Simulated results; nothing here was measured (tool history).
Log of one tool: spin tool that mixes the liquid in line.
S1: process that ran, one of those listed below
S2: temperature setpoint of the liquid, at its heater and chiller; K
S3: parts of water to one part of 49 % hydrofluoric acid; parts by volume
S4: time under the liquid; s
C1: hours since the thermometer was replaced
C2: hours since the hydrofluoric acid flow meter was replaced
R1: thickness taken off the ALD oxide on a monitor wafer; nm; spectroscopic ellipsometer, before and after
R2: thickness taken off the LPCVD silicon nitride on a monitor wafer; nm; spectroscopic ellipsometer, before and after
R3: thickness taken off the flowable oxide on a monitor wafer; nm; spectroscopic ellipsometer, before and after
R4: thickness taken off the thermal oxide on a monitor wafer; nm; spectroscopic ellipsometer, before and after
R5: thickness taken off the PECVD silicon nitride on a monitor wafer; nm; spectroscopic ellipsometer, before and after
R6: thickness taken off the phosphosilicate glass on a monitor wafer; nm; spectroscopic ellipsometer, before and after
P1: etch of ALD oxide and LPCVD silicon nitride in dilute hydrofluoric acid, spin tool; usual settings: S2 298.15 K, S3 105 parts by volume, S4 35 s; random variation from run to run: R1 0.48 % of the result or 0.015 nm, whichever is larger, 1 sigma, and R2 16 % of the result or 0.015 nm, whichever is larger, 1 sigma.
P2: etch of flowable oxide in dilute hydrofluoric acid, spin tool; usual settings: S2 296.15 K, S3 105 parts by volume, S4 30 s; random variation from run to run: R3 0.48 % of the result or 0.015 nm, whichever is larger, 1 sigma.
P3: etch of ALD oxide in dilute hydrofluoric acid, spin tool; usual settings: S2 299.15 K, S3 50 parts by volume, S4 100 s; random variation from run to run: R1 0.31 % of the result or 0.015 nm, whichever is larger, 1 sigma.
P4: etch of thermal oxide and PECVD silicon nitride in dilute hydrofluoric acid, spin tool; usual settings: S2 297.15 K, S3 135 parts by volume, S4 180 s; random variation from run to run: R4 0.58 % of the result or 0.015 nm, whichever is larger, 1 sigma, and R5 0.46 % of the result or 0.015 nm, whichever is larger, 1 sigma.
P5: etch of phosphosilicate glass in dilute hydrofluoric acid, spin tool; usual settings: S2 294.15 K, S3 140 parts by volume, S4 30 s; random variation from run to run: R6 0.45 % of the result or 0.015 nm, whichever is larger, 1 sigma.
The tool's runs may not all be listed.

Run 1, hour 8.2: S1 P1, S2 298.15 K, S3 105 parts by volume, S4 35 s; C1 1635.8; C2 200.2. Result: R1 6.4671 nm, R2 0.17714 nm.
Run 2, hour 16.5: S1 P1, S2 298.15 K, S3 105 parts by volume, S4 35 s; C1 1644.1; C2 208.5. Result: R1 6.5012 nm, R2 0.11559 nm.
Run 3, hour 22.2: S1 P1, S2 298.15 K, S3 20 parts by volume, S4 35 s; C1 1649.8; C2 214.2. Result: R1 38.127 nm, R2 0.56322 nm.
Run 4, hour 32: S1 P2, S2 296.15 K, S3 65 parts by volume, S4 30 s; C1 1659.6; C2 224. Result: R3 19.936 nm.
Run 5, hour 41.8: S1 P1, S2 298.15 K, S3 105 parts by volume, S4 35 s; C1 1669.4; C2 233.8. Result: R1 6.437 nm, R2 0.17999 nm.
Run 6, hour 49.1: S1 P1, S2 298.15 K, S3 105 parts by volume, S4 55 s; C1 1676.7; C2 241.1. Result: R1 10.114 nm, R2 0.24334 nm.
Run 7, hour 55.2: S1 P4, S2 303.15 K, S3 135 parts by volume, S4 180 s; C1 1682.8; C2 247.2. Result: R4 7.5299 nm, R5 6.3851 nm.
Run 8, hour 65.3: S1 P1, S2 298.15 K, S3 105 parts by volume, S4 35 s; C1 1692.9; C2 257.3. Result: R1 6.4925 nm, R2 0.17949 nm.
Run 9, hour 74.5: S1 P4, S2 297.15 K, S3 135 parts by volume, S4 320 s; C1 1702.1; C2 266.5. Result: R4 10.69 nm, R5 7.7549 nm.
Run 10, hour 83.6: S1 P1, S2 298.15 K, S3 165 parts by volume, S4 35 s; C1 1711.2; C2 275.6. Result: R1 3.79 nm, R2 0.10141 nm.
Run 11, hour 94.3: S1 P1, S2 303.15 K, S3 105 parts by volume, S4 35 s; C1 1721.9; C2 286.3. Result: R1 7.8561 nm, R2 0.2527 nm.
Run 12, hour 99.2: S1 P3, S2 299.15 K, S3 50 parts by volume, S4 100 s; C1 1726.8; C2 291.2. Result: R1 34.513 nm.
Run 13, hour 108.2: S1 P5, S2 294.15 K, S3 140 parts by volume, S4 55 s; C1 1735.8; C2 300.2. Result: R6 54.985 nm.
Run 14, hour 115.2: S1 P5, S2 290.15 K, S3 140 parts by volume, S4 30 s; C1 1742.8; C2 307.2. Result: R6 25.554 nm.
Run 15, hour 123.4: S1 P1, S2 294.65 K, S3 105 parts by volume, S4 35 s; C1 1751; C2 315.4. Result: R1 5.5887 nm, R2 0.12352 nm.
Run 16, hour 129.3: S1 P4, S2 297.15 K, S3 135 parts by volume, S4 180 s; C1 1756.9; C2 321.3. Result: R4 6.0334 nm, R5 4.3683 nm.
Run 17, hour 136.4: S1 P2, S2 302.65 K, S3 105 parts by volume, S4 30 s; C1 1764; C2 328.4. Result: R3 15.025 nm.
Run 18, hour 146.5: S1 P3, S2 299.15 K, S3 20 parts by volume, S4 100 s; C1 1774.1; C2 338.5. Result: R1 89.744 nm.
Run 19, hour 155.6: S1 P5, S2 294.15 K, S3 140 parts by volume, S4 30 s; C1 1783.2; C2 347.6. Result: R6 29.995 nm.
Run 20, hour 162.5: S1 P4, S2 297.15 K, S3 215 parts by volume, S4 180 s; C1 1790.1; C2 354.5. Result: R4 3.4766 nm, R5 2.7539 nm.
Run 21, hour 168.4: S1 P1, S2 298.15 K, S3 40 parts by volume, S4 15 s; C1 1796; C2 360.4. Result: R1 7.8734 nm, R2 0.16928 nm.
Run 22, hour 177.2: S1 P1, S2 291.15 K, S3 105 parts by volume, S4 15 s; C1 1804.8; C2 369.2. Result: R1 2.0933 nm, R2 0.065132 nm.
Run 23, hour 185.1: S1 P2, S2 296.15 K, S3 105 parts by volume, S4 15 s; C1 1812.7; C2 377.1. Result: R3 5.8846 nm.
Run 24, hour 191.6: S1 P5, S2 294.15 K, S3 75 parts by volume, S4 30 s; C1 1819.2; C2 383.6. Result: R6 60.323 nm.
Run 25, hour 197: S1 P2, S2 296.15 K, S3 105 parts by volume, S4 30 s; C1 1824.6; C2 389. Result: R3 11.734 nm.
Run 26, hour 207.1: S1 P1, S2 298.15 K, S3 105 parts by volume, S4 35 s; C1 1834.7; C2 399.1. Result: R1 6.4448 nm, R2 0.17893 nm.
Run 27, hour 216: S1 P1, S2 298.15 K, S3 105 parts by volume, S4 35 s; C1 1843.6; C2 408. Result: R1 6.4184 nm, R2 0.15766 nm.
Run 28, hour 224.3: S1 P3, S2 299.15 K, S3 50 parts by volume, S4 30 s; C1 1851.9; C2 416.3. Result: R1 10.328 nm.
Run 29, hour 230.7: S1 P3, S2 291.15 K, S3 50 parts by volume, S4 100 s; C1 1858.3; C2 422.7. Result: R1 24.636 nm.
Run 30, hour 236.5: S1 P3, S2 299.15 K, S3 50 parts by volume, S4 100 s; C1 1864.1; C2 428.5. Result: R1 34.252 nm.
Run 31, hour 243.9: S1 P1, S2 298.15 K, S3 105 parts by volume, S4 35 s; C1 1871.5; C2 435.9. Result: R1 6.458 nm, R2 0.15386 nm.
Run 32, hour 254: S1 P1, S2 298.15 K, S3 105 parts by volume, S4 15 s; C1 1881.6; C2 446. Result: R1 2.741 nm, R2 0.068023 nm.
Run 33, hour 264.5: S1 P1, S2 298.15 K, S3 105 parts by volume, S4 35 s; C1 1892.1; C2 456.5. Result: R1 6.4363 nm, R2 0.15607 nm.
Run 34, hour 273.8: S1 P1, S2 298.15 K, S3 105 parts by volume, S4 35 s; C1 1901.4; C2 465.8. Result: R1 6.1494 nm, R2 0.18832 nm.
Run 35, hour 280.3: S1 P1, S2 298.15 K, S3 105 parts by volume, S4 35 s; C1 1907.9; C2 472.3. Result: R1 6.0476 nm, R2 0.10756 nm.
Run 36, hour 287: S1 P1, S2 298.15 K, S3 105 parts by volume, S4 35 s; C1 1914.6; C2 479. Result: R1 6.0469 nm, R2 0.16871 nm.
Run 37, hour 297.2: S1 P1, S2 298.15 K, S3 105 parts by volume, S4 35 s; C1 1924.8; C2 489.2. Result: R1 5.9856 nm, R2 0.13302 nm.
Run 38, hour 304.7: S1 P1, S2 298.15 K, S3 105 parts by volume, S4 35 s; C1 1932.3; C2 496.7. Result: R1 5.9146 nm, R2 0.17574 nm.
Run 39, hour 311.9: S1 P1, S2 298.15 K, S3 105 parts by volume, S4 35 s; C1 1939.5; C2 503.9. Result: R1 5.9628 nm, R2 0.13477 nm.

What P1 gives has crept away from where it was. These 2 causes fit the log equally well, each at the size given:
A: liquid colder than its thermometer reads (K) = 1.96
B: hydrofluoric acid flow below the setpoint (%) = 6.56
The creep began at about hour 264.5.

4 check runs are offered, one wafer each, their results left as question marks. Which one tells the causes apart?
Run check 1, hour 319.1: S1 P3, S2 299.15 K, S3 50 parts by volume, S4 100 s. Result: R1 ?.
Run check 2, hour 319.1: S1 P5, S2 294.15 K, S3 140 parts by volume, S4 30 s. Result: R6 ?.
Run check 3, hour 319.1: S1 P2, S2 296.15 K, S3 105 parts by volume, S4 30 s. Result: R3 ?.
Run check 4, hour 319.1: S1 P4, S2 297.15 K, S3 135 parts by volume, S4 180 s. Result: R4 ?, R5 ?.

What each check would give under each cause:
  check  result    if A    if B
check 1      R1  31.735  31.967
check 2      R6  27.675  27.677
check 3      R3  10.846   10.87
check 4      R4  5.5755  5.5621
check 4      R5  3.8439  4.0865
How far apart the two closest causes lie, in the result that separates them most: check 1 0.73 %; check 2 0.01 %; check 3 0.22 %; check 4 6.12 %
Check 4 tells the causes apart: in the others they would give nearly the same result.

Then check 4 was run and gave: R4 5.6175 nm; R5 3.81 nm. Which cause is it?

It is A: liquid colder than its thermometer reads (K).
